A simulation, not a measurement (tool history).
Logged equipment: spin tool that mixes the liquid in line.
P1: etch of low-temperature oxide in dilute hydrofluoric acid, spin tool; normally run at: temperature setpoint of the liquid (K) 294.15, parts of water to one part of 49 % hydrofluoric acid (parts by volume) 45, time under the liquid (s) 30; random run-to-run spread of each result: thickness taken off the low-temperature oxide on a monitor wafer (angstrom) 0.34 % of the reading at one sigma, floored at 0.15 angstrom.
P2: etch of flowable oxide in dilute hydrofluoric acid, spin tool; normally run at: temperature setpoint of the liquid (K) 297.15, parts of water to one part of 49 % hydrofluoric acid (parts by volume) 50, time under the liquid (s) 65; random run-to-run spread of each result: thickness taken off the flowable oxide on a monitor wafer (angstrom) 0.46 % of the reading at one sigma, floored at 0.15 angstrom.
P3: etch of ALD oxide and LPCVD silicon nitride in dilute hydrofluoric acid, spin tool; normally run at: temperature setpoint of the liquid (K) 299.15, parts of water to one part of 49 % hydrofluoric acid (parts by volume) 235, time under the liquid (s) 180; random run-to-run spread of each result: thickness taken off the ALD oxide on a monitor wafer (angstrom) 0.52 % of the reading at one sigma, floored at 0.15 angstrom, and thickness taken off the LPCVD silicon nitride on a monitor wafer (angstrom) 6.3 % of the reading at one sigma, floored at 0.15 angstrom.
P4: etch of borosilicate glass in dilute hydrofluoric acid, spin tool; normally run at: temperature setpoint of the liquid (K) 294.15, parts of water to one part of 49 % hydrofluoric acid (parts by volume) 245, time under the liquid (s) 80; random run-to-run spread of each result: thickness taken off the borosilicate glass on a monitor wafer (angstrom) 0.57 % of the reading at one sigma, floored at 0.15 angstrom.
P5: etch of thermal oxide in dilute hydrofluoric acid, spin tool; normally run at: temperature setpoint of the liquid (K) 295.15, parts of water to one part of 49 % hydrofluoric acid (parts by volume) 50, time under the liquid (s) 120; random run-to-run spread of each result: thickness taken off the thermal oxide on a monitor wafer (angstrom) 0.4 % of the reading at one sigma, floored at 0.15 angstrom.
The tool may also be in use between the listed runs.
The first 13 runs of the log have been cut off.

| run | hour | process that ran | temperature setpoint of the liquid (K) | parts of water to one part of 49 % hydrofluoric acid (parts by volume) | time under the liquid (s) | thickness taken off the low-temperature oxide on a monitor wafer (angstrom) | thickness taken off the thermal oxide on a monitor wafer (angstrom) | thickness taken off the borosilicate glass on a monitor wafer (angstrom) | thickness taken off the ALD oxide on a monitor wafer (angstrom) | thickness taken off the LPCVD silicon nitride on a monitor wafer (angstrom) | thickness taken off the flowable oxide on a monitor wafer (angstrom) |
|---|---|---|---|---|---|---|---|---|---|---|---|
| 14 | 85.1 | P1 | 299.15 | 45 | 30 | 210.83 |  |  |  |  |  |
| 15 | 89.1 | P5 | 295.15 | 50 | 40 |  | 38.071 |  |  |  |  |
| 16 | 95.3 | P4 | 294.15 | 245 | 25 |  |  | 35.685 |  |  |  |
| 17 | 101.4 | P5 | 295.15 | 50 | 120 |  | 115.03 |  |  |  |  |
| 18 | 106.6 | P2 | 297.15 | 50 | 65 |  |  |  |  |  | 314.38 |
| 19 | 110.9 | P3 | 299.15 | 235 | 330 |  |  |  | 396.22 | 7.5611 |  |
| 20 | 115.4 | P2 | 297.15 | 50 | 15 |  |  |  |  |  | 73.138 |
| 21 | 120.5 | P1 | 294.15 | 45 | 30 | 172.76 |  |  |  |  |  |
| 22 | 127.8 | P4 | 294.15 | 80 | 80 |  |  | 412.53 |  |  |  |
| 23 | 133.5 | P1 | 294.15 | 45 | 15 | 86.084 |  |  |  |  |  |
| 24 | 140.6 | P3 | 306.15 | 235 | 180 |  |  |  | 275.56 | 6.1248 |  |
| 25 | 144 | P1 | 294.15 | 45 | 30 | 171.69 |  |  |  |  |  |
| 26 | 150.6 | P1 | 299.15 | 45 | 15 | 105.37 |  |  |  |  |  |
| 27 | 156.3 | P2 | 290.15 | 50 | 65 |  |  |  |  |  | 237.07 |
| 28 | 162.9 | P1 | 294.15 | 45 | 30 | 171.54 |  |  |  |  |  |
| 29 | 170.4 | P1 | 294.15 | 45 | 30 | 170.48 |  |  |  |  |  |
| 30 | 176.6 | P1 | 291.15 | 45 | 60 | 302.54 |  |  |  |  |  |
| 31 | 184.1 | P1 | 294.15 | 20 | 30 | 398.95 |  |  |  |  |  |
| 32 | 189.6 | P2 | 297.15 | 75 | 65 |  |  |  |  |  | 203.67 |
| 33 | 195.3 | P1 | 294.15 | 45 | 30 | 171.12 |  |  |  |  |  |

Run 34, settings as shown, results not yet in. Your forecast:
| 34 | 199.6 | P1 | 294.15 | 45 | 30 | ? |  |  |  |  |  |

{"run 34": {"thickness taken off the low-temperature oxide on a monitor wafer (angstrom)": 168.09}}
